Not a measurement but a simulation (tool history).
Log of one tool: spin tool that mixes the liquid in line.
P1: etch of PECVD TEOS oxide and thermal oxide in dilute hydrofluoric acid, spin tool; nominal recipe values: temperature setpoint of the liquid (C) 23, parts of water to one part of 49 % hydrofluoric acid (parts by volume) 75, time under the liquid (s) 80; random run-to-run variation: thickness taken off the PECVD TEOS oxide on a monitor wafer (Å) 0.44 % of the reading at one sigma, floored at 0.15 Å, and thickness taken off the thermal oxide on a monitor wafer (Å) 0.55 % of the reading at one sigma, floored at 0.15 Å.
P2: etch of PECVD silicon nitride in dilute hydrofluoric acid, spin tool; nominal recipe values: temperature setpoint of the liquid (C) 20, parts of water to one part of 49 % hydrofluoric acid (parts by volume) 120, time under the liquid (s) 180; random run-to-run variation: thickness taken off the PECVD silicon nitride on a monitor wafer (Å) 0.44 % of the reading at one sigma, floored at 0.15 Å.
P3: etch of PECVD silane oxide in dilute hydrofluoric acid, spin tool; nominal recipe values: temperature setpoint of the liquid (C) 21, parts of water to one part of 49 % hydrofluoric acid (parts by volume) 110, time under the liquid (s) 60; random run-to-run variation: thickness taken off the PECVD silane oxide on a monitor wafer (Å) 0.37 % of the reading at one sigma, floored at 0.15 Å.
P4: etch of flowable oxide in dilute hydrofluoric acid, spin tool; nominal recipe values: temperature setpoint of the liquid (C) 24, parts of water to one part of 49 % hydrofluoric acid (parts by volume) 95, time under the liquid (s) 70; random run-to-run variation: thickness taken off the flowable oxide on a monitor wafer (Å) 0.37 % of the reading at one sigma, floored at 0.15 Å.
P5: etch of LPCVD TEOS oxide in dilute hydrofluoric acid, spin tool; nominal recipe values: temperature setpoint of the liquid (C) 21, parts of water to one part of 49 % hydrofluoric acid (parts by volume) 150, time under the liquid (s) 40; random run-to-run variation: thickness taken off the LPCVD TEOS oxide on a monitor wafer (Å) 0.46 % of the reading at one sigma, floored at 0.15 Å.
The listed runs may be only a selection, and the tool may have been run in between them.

run,day,process that ran,temperature setpoint of the liquid (C),parts of water to one part of 49 % hydrofluoric acid (parts by volume),time under the liquid (s),thickness taken off the PECVD TEOS oxide on a monitor wafer (Å),thickness taken off the thermal oxide on a monitor wafer (Å),thickness taken off the PECVD silane oxide on a monitor wafer (Å),thickness taken off the LPCVD TEOS oxide on a monitor wafer (Å),thickness taken off the PECVD silicon nitride on a monitor wafer (Å),thickness taken off the flowable oxide on a monitor wafer (Å)
1,0.708,P1,23,75,80,156.58,51.082,,,,
2,1.458,P1,23,75,80,156.69,50.873,,,,
3,2.154,P3,21,110,20,,,61.237,,,
4,2.517,P1,23,20,80,628.17,206.74,,,,
5,2.983,P5,21,150,40,,,,50.752,,
6,3.583,P1,29.5,75,80,201.95,65.982,,,,
7,4.125,P5,21,150,40,,,,51.18,,
8,4.9,P3,21,110,60,,,183.73,,,
9,5.371,P1,23,75,80,155.55,51.103,,,,
10,6.167,P2,20,60,180,,,,,128.75,
11,6.583,P1,17,110,80,79.345,26.161,,,,
12,7.012,P5,21,150,75,,,,96.004,,
13,7.704,P2,20,120,180,,,,,65.456,
# day 7.942: thermometer replaced
14,8.4,P5,27.5,150,40,,,,65.527,,
15,8.879,P3,17,110,60,,,155.47,,,
16,9.471,P2,25,120,180,,,,,90.705,
17,10.171,P5,21,205,40,,,,35.578,,
18,10.517,P1,23,75,45,88.131,28.605,,,,
19,11.288,P4,24,95,15,,,,,,51.383
# day 11.296: hydrofluoric acid flow meter replaced
20,11.942,P3,21,110,60,,,183.13,,,
21,12.371,P1,23,75,80,157.01,50.871,,,,
22,12.788,P1,23,130,80,84.17,27.717,,,,
23,13.442,P4,17,95,70,,,,,,182.83
24,14.179,P1,23,75,80,156.65,50.508,,,,
25,14.55,P1,23,75,80,155.92,51.079,,,,
26,15.267,P2,20,120,60,,,,,21.909,
27,15.979,P1,23,75,80,156.18,51.18,,,,
28,16.462,P4,24,140,70,,,,,,155.5
29,16.846,P1,23,125,15,16.787,5.6757,,,,
30,17.625,P1,19.5,25,80,433.07,141.25,,,,
31,18.121,P1,23,75,135,262.64,86.169,,,,
32,18.617,P1,19,75,80,132.94,43.037,,,,
33,19.133,P2,20,120,180,,,,,65.342,
34,19.65,P3,21,60,60,,,357.3,,,
35,20.421,P4,24,95,70,,,,,,241.32
36,21.133,P1,23,75,80,155.47,51.157,,,,
37,21.546,P1,23,75,80,159.41,51.884,,,,
38,22.238,P1,23,75,80,163.38,53.97,,,,
39,22.908,P1,23,75,80,163.61,52.91,,,,
40,23.696,P1,23,75,80,167.18,54.178,,,,
41,24.488,P1,23,75,80,166.5,54.158,,,,
42,24.842,P1,23,75,80,167.76,53.824,,,,
43,25.288,P1,23,75,80,167.13,54.6,,,,
44,25.667,P1,23,75,80,167.54,54.886,,,,
45,26.088,P1,23,75,80,168.23,54.707,,,,
46,26.733,P1,23,75,80,167.96,55.168,,,,
47,27.212,P1,23,75,80,168.41,54.896,,,,

Compared with where it was, what P1 gives has crept away. Each cause listed below fits the log as well as the rest, at the size given for it:
A: liquid hotter than its thermometer reads (K) = 1.81
B: hydrofluoric acid flow above the setpoint (%) = 6.91
The process output started creeping at around day 21.133.

Consider the 4 single-wafer check runs listed below, results given as question marks: which one distinguishes between the causes by giving clearly different results for each?
check 1,27.692,P4,24,95,70,,,,,,?
check 2,27.692,P2,20,120,180,,,,,?,
check 3,27.692,P5,21,150,40,,,,?,,
check 4,27.692,P3,21,110,60,,,?,,,

What every check run would give for each of its results, assuming each possible cause in turn:
check,result,if A,if B
check 1,thickness taken off the flowable oxide on a monitor wafer (Å),260.16,260.96
check 2,thickness taken off the PECVD silicon nitride on a monitor wafer (Å),74.137,70.09
check 3,thickness taken off the LPCVD TEOS oxide on a monitor wafer (Å),54.918,55.281
check 4,thickness taken off the PECVD silane oxide on a monitor wafer (Å),196.99,197.44
Per check, the gap between the least separated pair of causes, taken in the result that splits them most: check 1 0.31 %; check 2 5.61 %; check 3 0.66 %; check 4 0.23 %
The other checks would show nearly matching results whichever cause is true, so check 2 is the only one that separates the causes.

Check 2 has now been run. It gave: thickness taken off the PECVD silicon nitride on a monitor wafer (Å) 69.882. Which of the candidate causes is it?

B is the cause: hydrofluoric acid flow above the setpoint (%).
